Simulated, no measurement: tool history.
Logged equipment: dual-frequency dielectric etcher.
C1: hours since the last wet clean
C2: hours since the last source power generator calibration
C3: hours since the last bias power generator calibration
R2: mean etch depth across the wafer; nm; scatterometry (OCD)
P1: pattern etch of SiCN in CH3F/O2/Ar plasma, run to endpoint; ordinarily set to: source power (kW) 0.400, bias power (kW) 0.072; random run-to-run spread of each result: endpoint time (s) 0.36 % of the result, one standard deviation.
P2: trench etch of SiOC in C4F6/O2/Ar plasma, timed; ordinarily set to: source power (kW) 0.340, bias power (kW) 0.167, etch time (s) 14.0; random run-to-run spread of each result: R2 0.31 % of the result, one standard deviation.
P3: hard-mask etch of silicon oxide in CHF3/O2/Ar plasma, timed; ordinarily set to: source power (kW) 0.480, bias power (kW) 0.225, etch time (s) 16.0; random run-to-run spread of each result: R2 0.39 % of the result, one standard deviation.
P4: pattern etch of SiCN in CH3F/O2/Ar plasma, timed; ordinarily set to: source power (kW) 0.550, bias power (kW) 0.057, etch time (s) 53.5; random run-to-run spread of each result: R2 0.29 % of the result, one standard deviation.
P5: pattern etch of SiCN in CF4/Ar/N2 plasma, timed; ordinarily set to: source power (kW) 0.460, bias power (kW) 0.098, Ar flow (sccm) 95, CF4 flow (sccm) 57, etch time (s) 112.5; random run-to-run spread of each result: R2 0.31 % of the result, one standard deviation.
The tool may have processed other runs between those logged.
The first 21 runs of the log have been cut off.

{"run": 22, "day": 5.15, "process that ran": "P5", "source power (kW)": 0.46, "bias power (kW)": 0.098, "Ar flow (sccm)": 95, "CF4 flow (sccm)": 57, "etch time (s)": 112.5, "C1": 324.2, "C2": 9.3, "C3": 917.3, "R2": 107.26}
{"run": 23, "day": 5.375, "process that ran": "P2", "source power (kW)": 0.34, "bias power (kW)": 0.236, "etch time (s)": 14.0, "C1": 329.6, "C2": 14.7, "C3": 922.7, "R2": 30.32}
{"run": 24, "day": 5.542, "process that ran": "P3", "source power (kW)": 0.48, "bias power (kW)": 0.225, "etch time (s)": 16.0, "C1": 333.6, "C2": 18.7, "C3": 926.7, "R2": 32.818}
{"run": 25, "day": 5.783, "process that ran": "P5", "source power (kW)": 0.46, "bias power (kW)": 0.098, "Ar flow (sccm)": 123, "CF4 flow (sccm)": 57, "etch time (s)": 112.5, "C1": 339.4, "C2": 24.5, "C3": 932.5, "R2": 103.8}
{"run": 26, "day": 5.946, "process that ran": "P3", "source power (kW)": 0.59, "bias power (kW)": 0.225, "etch time (s)": 16.0, "C1": 343.3, "C2": 28.4, "C3": 936.4, "R2": 35.399}
{"run": 27, "day": 6.175, "process that ran": "P4", "source power (kW)": 0.55, "bias power (kW)": 0.08, "etch time (s)": 53.5, "C1": 348.8, "C2": 33.9, "C3": 941.9, "R2": 23.583}
{"run": 28, "day": 6.483, "process that ran": "P2", "source power (kW)": 0.34, "bias power (kW)": 0.167, "etch time (s)": 14.0, "C1": 356.2, "C2": 41.3, "C3": 949.3, "R2": 27.018}
{"run": 29, "day": 6.8, "process that ran": "P1", "source power (kW)": 0.5, "bias power (kW)": 0.086, "C1": 363.8, "C2": 48.9, "C3": 956.9, "endpoint time (s)": 26.826}
{"run": 30, "day": 6.979, "process that ran": "P5", "source power (kW)": 0.46, "bias power (kW)": 0.098, "Ar flow (sccm)": 95, "CF4 flow (sccm)": 57, "etch time (s)": 73.0, "C1": 368.1, "C2": 53.2, "C3": 961.2, "R2": 69.616}
{"run": 31, "day": 7.233, "process that ran": "P1", "source power (kW)": 0.4, "bias power (kW)": 0.072, "C1": 374.2, "C2": 59.3, "C3": 967.3, "endpoint time (s)": 30.798}
{"run": 32, "day": 7.396, "process that ran": "P1", "source power (kW)": 0.4, "bias power (kW)": 0.072, "C1": 378.1, "C2": 63.2, "C3": 971.2, "endpoint time (s)": 31.242}
{"run": 33, "day": 7.688, "process that ran": "P1", "source power (kW)": 0.4, "bias power (kW)": 0.072, "C1": 385.1, "C2": 70.2, "C3": 978.2, "endpoint time (s)": 31.745}
{"run": 34, "day": 7.846, "process that ran": "P1", "source power (kW)": 0.4, "bias power (kW)": 0.072, "C1": 388.9, "C2": 74.0, "C3": 982.0, "endpoint time (s)": 31.74}
{"run": 35, "day": 8.133, "process that ran": "P1", "source power (kW)": 0.4, "bias power (kW)": 0.072, "C1": 395.8, "C2": 80.9, "C3": 988.9, "endpoint time (s)": 31.496}

What will run 36 give?
{"day": 8.204, "done": "wet clean of the chamber"}
{"run": 36, "day": 8.358, "process that ran": "P1", "source power (kW)": 0.4, "bias power (kW)": 0.072, "C1": 3.8, "C2": 86.3, "C3": 994.3, "endpoint time (s)": "?"}

endpoint time (s): 31.500
